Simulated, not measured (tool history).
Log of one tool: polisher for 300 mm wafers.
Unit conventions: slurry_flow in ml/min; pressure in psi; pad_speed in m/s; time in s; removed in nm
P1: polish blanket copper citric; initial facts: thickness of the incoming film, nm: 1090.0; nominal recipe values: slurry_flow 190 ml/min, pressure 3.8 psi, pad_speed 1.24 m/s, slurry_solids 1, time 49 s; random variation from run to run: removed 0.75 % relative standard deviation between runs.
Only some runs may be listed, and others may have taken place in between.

| run | hour | slurry_flow | pressure | pad_speed | slurry_solids | time | removed |
|---|---|---|---|---|---|---|---|
| 1 | 4.3 | 190 | 3.8 | 1.24 | 1 | 49 | 185.44 |
| 2 | 11.3 | 190 | 3.8 | 0.62 | 1 | 49 | 94.078 |
| 3 | 15.1 | 190 | 3.8 | 1.24 | 0.55 | 49 | 163.6 |
| 4 | 18.9 | 190 | 3.8 | 1.24 | 1 | 49 | 183.41 |
| 5 | 24.2 | 275 | 2.3 | 1.24 | 1 | 49 | 118.42 |
| 6 | 29.3 | 190 | 5.3 | 1.24 | 1 | 49 | 258.7 |
| 7 | 34.6 | 115 | 3.8 | 1.24 | 1 | 49 | 170.13 |
| 8 | 41.5 | 190 | 3.8 | 1.24 | 1 | 71 | 268.17 |
| 9 | 46.7 | 190 | 3.8 | 1.24 | 1.35 | 49 | 198.01 |
| 10 | 51.2 | 190 | 3.8 | 1.24 | 0.65 | 68 | 232.93 |
| 11 | 55.2 | 190 | 3.8 | 1.24 | 1 | 49 | 186.11 |
| 12 | 60.1 | 190 | 3.8 | 1.88 | 1 | 49 | 279.87 |
| 13 | 65.5 | 190 | 2.1 | 1.24 | 1 | 49 | 104.84 |
| 14 | 71.2 | 190 | 3.8 | 1.24 | 1 | 27 | 102.35 |
| 15 | 75.1 | 280 | 3.8 | 1.24 | 1 | 49 | 194.92 |
| 16 | 80.7 | 255 | 3.8 | 1.24 | 1 | 69 | 273.01 |
| 17 | 88.7 | 190 | 3.8 | 1.24 | 1 | 49 | 186.55 |
| 18 | 95.6 | 190 | 3.8 | 1.24 | 1 | 49 | 186.56 |

Run 19 comes next. What will it give?
| 19 | 100.4 | 190 | 3.8 | 1.24 | 1 | 49 | ? |

removed: 184.77 nm

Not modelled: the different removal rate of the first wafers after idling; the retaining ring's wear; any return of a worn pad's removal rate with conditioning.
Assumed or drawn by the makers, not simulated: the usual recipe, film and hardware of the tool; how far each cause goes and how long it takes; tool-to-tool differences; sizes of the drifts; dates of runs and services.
